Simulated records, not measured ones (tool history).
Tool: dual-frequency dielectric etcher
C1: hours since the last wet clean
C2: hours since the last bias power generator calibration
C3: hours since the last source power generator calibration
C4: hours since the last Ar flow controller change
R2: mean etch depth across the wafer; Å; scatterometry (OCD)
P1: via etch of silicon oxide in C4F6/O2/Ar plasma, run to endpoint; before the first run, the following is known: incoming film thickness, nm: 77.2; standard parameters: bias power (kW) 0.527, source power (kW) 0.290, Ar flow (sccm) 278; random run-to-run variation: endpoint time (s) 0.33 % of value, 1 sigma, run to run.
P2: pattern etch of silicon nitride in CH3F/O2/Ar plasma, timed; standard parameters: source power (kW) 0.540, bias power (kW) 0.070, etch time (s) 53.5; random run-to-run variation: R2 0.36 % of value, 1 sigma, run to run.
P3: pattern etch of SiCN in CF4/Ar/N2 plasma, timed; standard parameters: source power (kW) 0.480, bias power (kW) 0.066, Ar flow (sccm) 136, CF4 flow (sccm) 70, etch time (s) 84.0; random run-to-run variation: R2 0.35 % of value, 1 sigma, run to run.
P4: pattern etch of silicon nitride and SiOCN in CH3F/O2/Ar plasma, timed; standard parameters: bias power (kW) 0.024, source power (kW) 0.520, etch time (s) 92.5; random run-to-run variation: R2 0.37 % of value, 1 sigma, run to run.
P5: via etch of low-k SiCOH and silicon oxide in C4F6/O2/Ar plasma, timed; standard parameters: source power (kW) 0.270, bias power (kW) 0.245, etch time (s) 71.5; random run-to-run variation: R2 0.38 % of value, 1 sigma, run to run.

run 1 day=0.167 | process_that_ran=P1 bias_power_(kW)=0.527 source_power_(kW)=0.290 Ar_flow_(sccm)=278 | C1=196.7 C2=1780.3 C3=1387.2 C4=539.1 | endpoint_time_(s)=19.132
run 2 day=0.350 | process_that_ran=P3 bias_power_(kW)=0.066 source_power_(kW)=0.480 Ar_flow_(sccm)=136 CF4_flow_(sccm)=52 etch_time_(s)=84.0 | C1=201.1 C2=1784.7 C3=1391.6 C4=543.5 | R2=679.58
run 3 day=0.575 | process_that_ran=P1 bias_power_(kW)=0.527 source_power_(kW)=0.380 Ar_flow_(sccm)=278 | C1=206.5 C2=1790.1 C3=1397.0 C4=548.9 | endpoint_time_(s)=17.296
run 4 day=0.858 | process_that_ran=P2 bias_power_(kW)=0.070 source_power_(kW)=0.380 etch_time_(s)=53.5 | C1=213.3 C2=1796.9 C3=1403.8 C4=555.7 | R2=358.80
run 5 day=1.021 | process_that_ran=P3 bias_power_(kW)=0.066 source_power_(kW)=0.480 Ar_flow_(sccm)=136 CF4_flow_(sccm)=70 etch_time_(s)=84.0 | C1=217.2 C2=1800.8 C3=1407.7 C4=559.6 | R2=710.53
run 6 day=1.300 | process_that_ran=P3 bias_power_(kW)=0.051 source_power_(kW)=0.480 Ar_flow_(sccm)=136 CF4_flow_(sccm)=70 etch_time_(s)=84.0 | C1=223.9 C2=1807.5 C3=1414.4 C4=566.3 | R2=650.71
run 7 day=1.525 | process_that_ran=P3 bias_power_(kW)=0.066 source_power_(kW)=0.330 Ar_flow_(sccm)=136 CF4_flow_(sccm)=70 etch_time_(s)=84.0 | C1=229.3 C2=1812.9 C3=1419.8 C4=571.7 | R2=514.54
run 8 day=1.804 | process_that_ran=P1 bias_power_(kW)=0.330 source_power_(kW)=0.290 Ar_flow_(sccm)=202 | C1=236.0 C2=1819.6 C3=1426.5 C4=578.4 | endpoint_time_(s)=21.915
run 9 day=2.000 | process_that_ran=P4 bias_power_(kW)=0.024 source_power_(kW)=0.370 etch_time_(s)=92.5 | C1=240.7 C2=1824.3 C3=1431.2 C4=583.1 | R2=121.64
run 10 day=2.275 | process_that_ran=P1 bias_power_(kW)=0.527 source_power_(kW)=0.190 Ar_flow_(sccm)=278 | C1=247.3 C2=1830.9 C3=1437.8 C4=589.7 | endpoint_time_(s)=22.152
run 11 day=2.571 | process_that_ran=P3 bias_power_(kW)=0.066 source_power_(kW)=0.480 Ar_flow_(sccm)=136 CF4_flow_(sccm)=70 etch_time_(s)=114.5 | C1=254.4 C2=1838.0 C3=1444.9 C4=596.8 | R2=971.77
-- day=2.733 bias power generator calibrated
run 12 day=2.825 | process_that_ran=P4 bias_power_(kW)=0.024 source_power_(kW)=0.520 etch_time_(s)=132.5 | C1=260.5 C2=2.2 C3=1451.0 C4=602.9 | R2=196.81
run 13 day=2.962 | process_that_ran=P1 bias_power_(kW)=0.527 source_power_(kW)=0.290 Ar_flow_(sccm)=278 | C1=263.8 C2=5.5 C3=1454.3 C4=606.2 | endpoint_time_(s)=19.061
run 14 day=3.108 | process_that_ran=P5 bias_power_(kW)=0.245 source_power_(kW)=0.370 etch_time_(s)=71.5 | C1=267.3 C2=9.0 C3=1457.8 C4=609.7 | R2=2143.70
run 15 day=3.358 | process_that_ran=P2 bias_power_(kW)=0.070 source_power_(kW)=0.540 etch_time_(s)=53.5 | C1=273.3 C2=15.0 C3=1463.8 C4=615.7 | R2=412.61
run 16 day=3.671 | process_that_ran=P2 bias_power_(kW)=0.052 source_power_(kW)=0.540 etch_time_(s)=53.5 | C1=280.8 C2=22.5 C3=1471.3 C4=623.2 | R2=373.54
run 17 day=3.921 | process_that_ran=P5 bias_power_(kW)=0.245 source_power_(kW)=0.270 etch_time_(s)=71.5 | C1=286.8 C2=28.5 C3=1477.3 C4=629.2 | R2=1918.80
run 18 day=4.225 | process_that_ran=P4 bias_power_(kW)=0.024 source_power_(kW)=0.520 etch_time_(s)=92.5 | C1=294.1 C2=35.8 C3=1484.6 C4=636.5 | R2=136.51
run 19 day=4.517 | process_that_ran=P1 bias_power_(kW)=0.527 source_power_(kW)=0.290 Ar_flow_(sccm)=215 | C1=301.1 C2=42.8 C3=1491.6 C4=643.5 | endpoint_time_(s)=18.548
run 20 day=4.758 | process_that_ran=P1 bias_power_(kW)=0.692 source_power_(kW)=0.290 Ar_flow_(sccm)=278 | C1=306.9 C2=48.6 C3=1497.4 C4=649.3 | endpoint_time_(s)=17.193
run 21 day=5.004 | process_that_ran=P2 bias_power_(kW)=0.070 source_power_(kW)=0.540 etch_time_(s)=38.0 | C1=312.8 C2=54.5 C3=1503.3 C4=655.2 | R2=295.09
run 22 day=5.279 | process_that_ran=P3 bias_power_(kW)=0.066 source_power_(kW)=0.480 Ar_flow_(sccm)=136 CF4_flow_(sccm)=70 etch_time_(s)=84.0 | C1=319.4 C2=61.1 C3=1509.9 C4=661.8 | R2=713.54
run 23 day=5.425 | process_that_ran=P5 bias_power_(kW)=0.245 source_power_(kW)=0.270 etch_time_(s)=39.5 | C1=322.9 C2=64.6 C3=1513.4 C4=665.3 | R2=1050.40
run 24 day=5.562 | process_that_ran=P1 bias_power_(kW)=0.630 source_power_(kW)=0.290 Ar_flow_(sccm)=374 | C1=326.2 C2=67.9 C3=1516.7 C4=668.6 | endpoint_time_(s)=18.456
run 25 day=5.783 | process_that_ran=P1 bias_power_(kW)=0.527 source_power_(kW)=0.290 Ar_flow_(sccm)=395 | C1=331.5 C2=73.2 C3=1522.0 C4=673.9 | endpoint_time_(s)=19.875
run 26 day=6.075 | process_that_ran=P5 bias_power_(kW)=0.193 source_power_(kW)=0.270 etch_time_(s)=71.5 | C1=338.5 C2=80.2 C3=1529.0 C4=680.9 | R2=1767.30
run 27 day=6.225 | process_that_ran=P1 bias_power_(kW)=0.527 source_power_(kW)=0.290 Ar_flow_(sccm)=278 | C1=342.1 C2=83.8 C3=1532.6 C4=684.5 | endpoint_time_(s)=19.139
run 28 day=6.433 | process_that_ran=P4 bias_power_(kW)=0.024 source_power_(kW)=0.520 etch_time_(s)=92.5 | C1=347.1 C2=88.8 C3=1537.6 C4=689.5 | R2=136.91
run 29 day=6.658 | process_that_ran=P1 bias_power_(kW)=0.399 source_power_(kW)=0.290 Ar_flow_(sccm)=278 | C1=352.5 C2=94.2 C3=1543.0 C4=694.9 | endpoint_time_(s)=21.213
run 30 day=6.871 | process_that_ran=P3 bias_power_(kW)=0.066 source_power_(kW)=0.480 Ar_flow_(sccm)=101 CF4_flow_(sccm)=70 etch_time_(s)=84.0 | C1=357.6 C2=99.3 C3=1548.1 C4=700.0 | R2=746.76
run 31 day=7.175 | process_that_ran=P1 bias_power_(kW)=0.527 source_power_(kW)=0.290 Ar_flow_(sccm)=278 | C1=364.9 C2=106.6 C3=1555.4 C4=707.3 | endpoint_time_(s)=19.116
run 32 day=7.454 | process_that_ran=P4 bias_power_(kW)=0.031 source_power_(kW)=0.520 etch_time_(s)=92.5 | C1=371.6 C2=113.3 C3=1562.1 C4=714.0 | R2=153.69
run 33 day=7.625 | process_that_ran=P1 bias_power_(kW)=0.527 source_power_(kW)=0.290 Ar_flow_(sccm)=278 | C1=375.7 C2=117.4 C3=1566.2 C4=718.1 | endpoint_time_(s)=18.962
run 34 day=7.888 | process_that_ran=P1 bias_power_(kW)=0.527 source_power_(kW)=0.290 Ar_flow_(sccm)=278 | C1=382.0 C2=123.7 C3=1572.5 C4=724.4 | endpoint_time_(s)=18.888
run 35 day=8.104 | process_that_ran=P1 bias_power_(kW)=0.527 source_power_(kW)=0.290 Ar_flow_(sccm)=278 | C1=387.2 C2=128.9 C3=1577.7 C4=729.6 | endpoint_time_(s)=18.928
run 36 day=8.388 | process_that_ran=P1 bias_power_(kW)=0.527 source_power_(kW)=0.290 Ar_flow_(sccm)=278 | C1=394.0 C2=135.7 C3=1584.5 C4=736.4 | endpoint_time_(s)=18.872
-- day=8.462 Ar flow controller replaced
run 37 day=8.529 | process_that_ran=P1 bias_power_(kW)=0.527 source_power_(kW)=0.290 Ar_flow_(sccm)=278 | C1=397.4 C2=139.1 C3=1587.9 C4=1.7 | endpoint_time_(s)=18.892
-- day=8.762 wet clean of the chamber
run 38 day=8.825 | process_that_ran=P1 bias_power_(kW)=0.527 source_power_(kW)=0.290 Ar_flow_(sccm)=278 | C1=1.6 C2=146.2 C3=1595.0 C4=8.8 | endpoint_time_(s)=18.749
run 39 day=9.062 | process_that_ran=P1 bias_power_(kW)=0.527 source_power_(kW)=0.290 Ar_flow_(sccm)=278 | C1=7.3 C2=151.9 C3=1600.7 C4=14.5 | endpoint_time_(s)=18.779
run 40 day=9.250 | process_that_ran=P1 bias_power_(kW)=0.527 source_power_(kW)=0.290 Ar_flow_(sccm)=278 | C1=11.8 C2=156.4 C3=1605.2 C4=19.0 | endpoint_time_(s)=18.714
run 41 day=9.458 | process_that_ran=P1 bias_power_(kW)=0.527 source_power_(kW)=0.290 Ar_flow_(sccm)=278 | C1=16.8 C2=161.4 C3=1610.2 C4=24.0 | endpoint_time_(s)=18.896
run 42 day=9.600 | process_that_ran=P1 bias_power_(kW)=0.527 source_power_(kW)=0.290 Ar_flow_(sccm)=278 | C1=20.2 C2=164.8 C3=1613.6 C4=27.4 | endpoint_time_(s)=18.838
run 43 day=9.808 | process_that_ran=P1 bias_power_(kW)=0.527 source_power_(kW)=0.290 Ar_flow_(sccm)=278 | C1=25.2 C2=169.8 C3=1618.6 C4=32.4 | endpoint_time_(s)=18.710
run 44 day=9.954 | process_that_ran=P1 bias_power_(kW)=0.527 source_power_(kW)=0.290 Ar_flow_(sccm)=278 | C1=28.7 C2=173.3 C3=1622.1 C4=35.9 | endpoint_time_(s)=18.872

P1 no longer gives what it gave before; its output has crept away from where it was. The following 2 causes, each at its listed size, fit the log equally well:
A: bias power that arrives over what is set, % = 4.41
B: source power that arrives over what is set, % = 4.63
Creep in the process output first set in at about day 7.625.
Other possible causes, and why each is ruled out:
chamber walls in a state that raises the etch rate, %: serviced at day 8.762, which brought nothing back
Ar flow that arrives under what is set, %: serviced at day 8.462, which brought nothing back

You are offered 4 check runs, listed below with question marks in place of their results; each one averages 2 wafers. Which run separates the listed causes by giving clearly different results for each?
run check 1 day=10.100 | process_that_ran=P4 bias_power_(kW)=0.024 source_power_(kW)=0.520 etch_time_(s)=92.5 | R2=?
run check 2 day=10.100 | process_that_ran=P2 bias_power_(kW)=0.070 source_power_(kW)=0.540 etch_time_(s)=53.5 | R2=?
run check 3 day=10.100 | process_that_ran=P5 bias_power_(kW)=0.245 source_power_(kW)=0.270 etch_time_(s)=71.5 | R2=?
run check 4 day=10.100 | process_that_ran=P3 bias_power_(kW)=0.066 source_power_(kW)=0.480 Ar_flow_(sccm)=136 CF4_flow_(sccm)=70 etch_time_(s)=84.0 | R2=?

If the cause were each of the candidates in turn, the checks would give the following:
check=check_1 result=R2 if_A=139.17 if_B=138.68
check=check_2 result=R2 if_A=417.85 if_B=419.07
check=check_3 result=R2 if_A=1944.00 if_B=1948.40
check=check_4 result=R2 if_A=723.26 if_B=740.96
Minimum pairwise separation of causes per check, each pair taken at its best-separating result: check 1 0.35 %; check 2 0.29 %; check 3 0.22 %; check 4 2.42 %
Check 4 is the one run that separates the causes; every other check would come out nearly the same whichever cause is at work.

Check 4 was then run and gave: R2 738.27 Å. Which cause is it?

It is B: source power that arrives over what is set, %.
